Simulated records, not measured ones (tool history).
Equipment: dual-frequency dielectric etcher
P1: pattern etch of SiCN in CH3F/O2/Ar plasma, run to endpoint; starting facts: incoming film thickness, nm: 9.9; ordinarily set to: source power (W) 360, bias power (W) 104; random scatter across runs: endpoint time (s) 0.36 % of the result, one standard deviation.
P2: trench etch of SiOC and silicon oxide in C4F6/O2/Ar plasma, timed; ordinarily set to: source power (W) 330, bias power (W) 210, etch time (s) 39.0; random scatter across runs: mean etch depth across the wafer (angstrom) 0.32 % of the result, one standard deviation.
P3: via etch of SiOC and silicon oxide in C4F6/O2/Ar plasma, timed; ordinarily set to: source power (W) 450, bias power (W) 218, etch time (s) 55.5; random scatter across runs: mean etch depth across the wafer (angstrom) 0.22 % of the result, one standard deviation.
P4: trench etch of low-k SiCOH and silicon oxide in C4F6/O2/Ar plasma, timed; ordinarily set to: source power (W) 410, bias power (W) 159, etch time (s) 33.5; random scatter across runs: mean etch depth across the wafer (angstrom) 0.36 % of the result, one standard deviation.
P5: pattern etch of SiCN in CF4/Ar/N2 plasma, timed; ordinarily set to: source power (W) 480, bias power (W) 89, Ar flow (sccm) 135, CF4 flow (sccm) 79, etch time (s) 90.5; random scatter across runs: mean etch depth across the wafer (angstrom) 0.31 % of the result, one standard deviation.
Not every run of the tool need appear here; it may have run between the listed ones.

run,day,process that ran,source power (W),bias power (W),Ar flow (sccm),CF4 flow (sccm),etch time (s),hours since the last wet clean,hours since the last source power generator calibration,hours since the last bias power generator calibration,endpoint time (s),mean etch depth across the wafer (angstrom)
1,0.183,P1,360,104,,,,129.7,549.7,2748.4,23.268,
2,0.312,P5,480,89,135,79,124.0,132.8,552.8,2751.5,,1189.90
3,0.412,P2,330,210,,,55.0,135.2,555.2,2753.9,,1081.90
4,0.554,P4,410,159,,,18.5,138.6,558.6,2757.3,,526.31
# day 0.558: wet clean of the chamber
5,0.692,P4,410,224,,,33.5,3.2,561.9,2760.6,,1064.50
6,0.867,P2,430,210,,,39.0,7.4,566.1,2764.8,,855.56
7,0.996,P4,290,159,,,33.5,10.5,569.2,2767.9,,832.88
8,1.083,P1,360,104,,,,12.6,571.3,2770.0,23.097,
9,1.204,P5,670,89,135,79,90.5,15.5,574.2,2772.9,,1162.10
10,1.358,P1,360,104,,,,19.2,577.9,2776.6,23.299,
11,1.529,P1,270,69,,,,23.3,582.0,2780.7,30.041,
12,1.612,P1,210,104,,,,25.3,584.0,2782.7,28.243,
13,1.783,P5,480,89,166,79,90.5,29.4,588.1,2786.8,,846.52
14,1.892,P1,360,130,,,,32.0,590.7,2789.4,21.436,
15,2.075,P3,450,218,,,40.5,36.4,595.1,2793.8,,500.37
16,2.188,P5,480,57,135,79,90.5,39.1,597.8,2796.5,,741.97
17,2.342,P3,450,131,,,55.5,42.8,601.5,2800.2,,583.16
# day 2.388: source power generator calibrated
18,2.446,P1,510,104,,,,45.3,1.5,2802.7,20.470,
19,2.550,P1,360,104,,,,47.8,4.0,2805.2,23.302,
20,2.671,P1,360,104,,,,50.7,6.9,2808.1,23.467,
21,2.833,P1,360,76,,,,54.6,10.8,2812.0,26.275,
22,2.996,P4,410,159,,,33.5,58.5,14.7,2815.9,,952.25
23,3.188,P5,480,89,135,103,90.5,63.1,19.3,2820.5,,896.61
24,3.296,P5,480,89,135,79,90.5,65.7,21.9,2823.1,,872.00
25,3.400,P3,270,218,,,55.5,68.2,24.4,2825.6,,561.74
26,3.492,P2,330,131,,,39.0,70.4,26.6,2827.8,,659.65
27,3.592,P2,330,210,,,39.0,72.8,29.0,2830.2,,765.62
28,3.775,P5,480,89,135,79,90.5,77.2,33.4,2834.6,,868.64
29,3.950,P3,450,218,,,55.5,81.4,37.6,2838.8,,684.72
30,4.096,P1,360,104,,,,84.9,41.1,2842.3,23.148,
31,4.288,P1,360,104,,,,89.5,45.7,2846.9,23.334,
32,4.429,P1,360,104,,,,92.9,49.1,2850.3,23.616,
33,4.508,P1,360,104,,,,94.8,51.0,2852.2,23.586,
34,4.662,P1,360,104,,,,98.5,54.7,2855.9,23.624,
35,4.762,P1,360,104,,,,100.9,57.1,2858.3,23.704,
36,4.883,P1,360,104,,,,103.8,60.0,2861.2,23.709,
37,4.979,P1,360,104,,,,106.1,62.3,2863.5,23.736,
# day 5.092: wet clean of the chamber
38,5.146,P1,360,104,,,,1.4,66.3,2867.5,23.692,
39,5.325,P1,360,104,,,,5.7,70.6,2871.8,23.775,
40,5.442,P1,360,104,,,,8.5,73.4,2874.6,23.642,
41,5.529,P1,360,104,,,,10.6,75.5,2876.7,23.837,

P1 no longer gives what it gave before; its output has crept away from where it was. The following 2 causes, each at its listed size, fit the log equally well:
A: source power that arrives under what is set, % = 4.83
B: bias power that arrives under what is set, % = 4.66
Onset of the creep was near day 4.096.
Why every other cause is out:
chamber walls in a state that lowers the etch rate, %: its service at day 5.092 followed the start of the drift and did not put the process back to its old value

The check runs listed below each take one wafer, and their results are still question marks. Under which run would the listed causes lead to clearly different results?
check 1,5.617,P2,330,139,,,50.5,,,,,?
check 2,5.617,P3,320,136,,,55.5,,,,,?
check 3,5.617,P5,660,89,135,96,90.5,,,,,?
check 4,5.617,P4,410,215,,,33.5,,,,,?

What every check run would give for each of its results, assuming each possible cause in turn:
check,result,if A,if B
check 1,mean etch depth across the wafer (angstrom),856.01,860.39
check 2,mean etch depth across the wafer (angstrom),505.64,508.07
check 3,mean etch depth across the wafer (angstrom),1131.20,1161.80
check 4,mean etch depth across the wafer (angstrom),1032.40,1036.10
Per check, the gap between the least separated pair of causes, taken in the result that splits them most: check 1 0.51 %; check 2 0.48 %; check 3 2.67 %; check 4 0.35 %
Check 3 tells the causes apart: in the others they would give nearly the same result.

Check 3 was carried out, with these results: mean etch depth across the wafer (angstrom) 1163.20. Which of the listed causes is responsible?

B is the cause: bias power that arrives under what is set, %.
